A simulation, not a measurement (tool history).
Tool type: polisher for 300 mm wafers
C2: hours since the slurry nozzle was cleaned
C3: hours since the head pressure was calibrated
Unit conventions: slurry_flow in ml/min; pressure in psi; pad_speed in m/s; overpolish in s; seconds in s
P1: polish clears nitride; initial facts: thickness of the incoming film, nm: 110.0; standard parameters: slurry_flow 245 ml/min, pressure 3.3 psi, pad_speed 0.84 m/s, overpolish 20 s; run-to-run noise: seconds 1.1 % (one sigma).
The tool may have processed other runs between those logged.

{"run": 1, "day": 0.504, "slurry_flow": 245, "pressure": 3.3, "pad_speed": 0.84, "overpolish": 20, "wafers polished on this pad": 993, "C2": 457.2, "C3": 222, "seconds": 111.91}
{"run": 2, "day": 0.988, "slurry_flow": 245, "pressure": 3.3, "pad_speed": 0.84, "overpolish": 20, "wafers polished on this pad": 1102, "C2": 468.8, "C3": 233.6, "seconds": 110.97}
{"run": 3, "day": 1.304, "slurry_flow": 245, "pressure": 3.3, "pad_speed": 0.42, "overpolish": 20, "wafers polished on this pad": 1173, "C2": 476.4, "C3": 241.2, "seconds": 226.26}
{"run": 4, "day": 1.579, "slurry_flow": 245, "pressure": 3.3, "pad_speed": 0.84, "overpolish": 39, "wafers polished on this pad": 1234, "C2": 483, "C3": 247.8, "seconds": 109.32}
{"run": 5, "day": 1.833, "slurry_flow": 245, "pressure": 3.3, "pad_speed": 0.84, "overpolish": 20, "wafers polished on this pad": 1292, "C2": 489.1, "C3": 253.9, "seconds": 109.16}
{"run": 6, "day": 2.325, "slurry_flow": 245, "pressure": 3.3, "pad_speed": 0.84, "overpolish": 20, "wafers polished on this pad": 1402, "C2": 500.9, "C3": 265.7, "seconds": 110.37}
{"run": 7, "day": 2.629, "slurry_flow": 315, "pressure": 3.3, "pad_speed": 0.84, "overpolish": 20, "wafers polished on this pad": 1470, "C2": 508.2, "C3": 273, "seconds": 107.31}
{"run": 8, "day": 3.129, "slurry_flow": 245, "pressure": 2, "pad_speed": 0.84, "overpolish": 20, "wafers polished on this pad": 1583, "C2": 520.2, "C3": 285, "seconds": 182.9}
{"run": 9, "day": 3.379, "slurry_flow": 245, "pressure": 3.3, "pad_speed": 0.4, "overpolish": 7, "wafers polished on this pad": 1639, "C2": 526.2, "C3": 291, "seconds": 229.85}
{"run": 10, "day": 3.683, "slurry_flow": 245, "pressure": 3.3, "pad_speed": 0.84, "overpolish": 20, "wafers polished on this pad": 1707, "C2": 533.5, "C3": 298.3, "seconds": 108.87}
{"run": 11, "day": 4.05, "slurry_flow": 245, "pressure": 3.3, "pad_speed": 0.84, "overpolish": 20, "wafers polished on this pad": 1790, "C2": 542.3, "C3": 307.1, "seconds": 110.25}
{"run": 12, "day": 4.529, "slurry_flow": 245, "pressure": 3.3, "pad_speed": 0.84, "overpolish": 20, "wafers polished on this pad": 1897, "C2": 553.8, "C3": 318.6, "seconds": 109.87}
{"run": 13, "day": 4.988, "slurry_flow": 245, "pressure": 3.3, "pad_speed": 0.84, "overpolish": 6, "wafers polished on this pad": 2000, "C2": 564.8, "C3": 329.6, "seconds": 108.54}
{"run": 14, "day": 5.321, "slurry_flow": 245, "pressure": 5.2, "pad_speed": 0.84, "overpolish": 20, "wafers polished on this pad": 2075, "C2": 572.8, "C3": 337.6, "seconds": 69.855}
{"run": 15, "day": 5.575, "slurry_flow": 145, "pressure": 3.3, "pad_speed": 0.84, "overpolish": 20, "wafers polished on this pad": 2132, "C2": 578.9, "C3": 343.7, "seconds": 120.22}
{"run": 16, "day": 5.921, "slurry_flow": 245, "pressure": 3.3, "pad_speed": 1.34, "overpolish": 20, "wafers polished on this pad": 2210, "C2": 587.2, "C3": 352, "seconds": 68.442}
{"run": 17, "day": 6.375, "slurry_flow": 245, "pressure": 3.3, "pad_speed": 0.84, "overpolish": 20, "wafers polished on this pad": 2312, "C2": 598.1, "C3": 362.9, "seconds": 109.54}
{"run": 18, "day": 6.783, "slurry_flow": 245, "pressure": 3.3, "pad_speed": 0.84, "overpolish": 20, "wafers polished on this pad": 2404, "C2": 607.9, "C3": 372.7, "seconds": 114.31}
{"run": 19, "day": 7.142, "slurry_flow": 245, "pressure": 3.3, "pad_speed": 0.84, "overpolish": 20, "wafers polished on this pad": 2484, "C2": 616.5, "C3": 381.3, "seconds": 113.1}
{"run": 20, "day": 7.658, "slurry_flow": 245, "pressure": 3.3, "pad_speed": 0.84, "overpolish": 20, "wafers polished on this pad": 2601, "C2": 628.9, "C3": 393.7, "seconds": 114.83}
{"day": 7.946, "done": "head pressure recalibrated"}
{"run": 21, "day": 7.979, "slurry_flow": 245, "pressure": 3.3, "pad_speed": 0.84, "overpolish": 20, "wafers polished on this pad": 2673, "C2": 636.6, "C3": 0.8, "seconds": 116.04}
{"run": 22, "day": 8.225, "slurry_flow": 245, "pressure": 3.3, "pad_speed": 0.84, "overpolish": 20, "wafers polished on this pad": 2728, "C2": 642.5, "C3": 6.7, "seconds": 116.03}
{"run": 23, "day": 8.792, "slurry_flow": 245, "pressure": 3.3, "pad_speed": 0.84, "overpolish": 20, "wafers polished on this pad": 2855, "C2": 656.1, "C3": 20.3, "seconds": 119.05}
{"run": 24, "day": 9.042, "slurry_flow": 245, "pressure": 3.3, "pad_speed": 0.84, "overpolish": 20, "wafers polished on this pad": 2911, "C2": 662.1, "C3": 26.3, "seconds": 117.96}
{"run": 25, "day": 9.333, "slurry_flow": 245, "pressure": 3.3, "pad_speed": 0.84, "overpolish": 20, "wafers polished on this pad": 2977, "C2": 669.1, "C3": 33.3, "seconds": 120.27}

Something has made what P1 gives creep away from where it was; the 2 causes below, each at its own stated size, fit the log equally well:
A: slurry flow missing at the pad, % = 35.8
B: removal rate lost through wear of the pad, % = 5.83
The creep began at about day 6.375.
Other possible causes, and why each is ruled out:
head's pressure below its setpoint, %: serviced at day 7.946, after the change had begun; the process did not return to its earlier output

4 check runs are offered, each on 5 wafers whose results are averaged, their results left as question marks. Which one tells the causes apart?
{"run": "check 1", "day": 9.625, "slurry_flow": 245, "pressure": 4.6, "pad_speed": 0.84, "overpolish": 37, "seconds": "?"}
{"run": "check 2", "day": 9.625, "slurry_flow": 245, "pressure": 2.4, "pad_speed": 0.42, "overpolish": 20, "seconds": "?"}
{"run": "check 3", "day": 9.625, "slurry_flow": 145, "pressure": 2.1, "pad_speed": 0.84, "overpolish": 20, "seconds": "?"}
{"run": "check 4", "day": 9.625, "slurry_flow": 245, "pressure": 3.3, "pad_speed": 1.28, "overpolish": 39, "seconds": "?"}

How each check would come out, cause by cause:
check=check_1 result=seconds if_A=83.795 if_B=83.794
check=check_2 result=seconds if_A=321.21 if_B=321.21
check=check_3 result=seconds if_A=205.17 if_B=197.66
check=check_4 result=seconds if_A=76.653 if_B=76.653
Distance between the nearest two causes, measured in the result of the check that separates them most: check 1 0 %; check 2 0 %; check 3 3.73 %; check 4 0 %
Check 3 tells the causes apart: in the others they would give nearly the same result.

Running check 3 produced the following: seconds 196.87 s. Which one of the listed causes fits?

It is B: removal rate lost through wear of the pad, %.

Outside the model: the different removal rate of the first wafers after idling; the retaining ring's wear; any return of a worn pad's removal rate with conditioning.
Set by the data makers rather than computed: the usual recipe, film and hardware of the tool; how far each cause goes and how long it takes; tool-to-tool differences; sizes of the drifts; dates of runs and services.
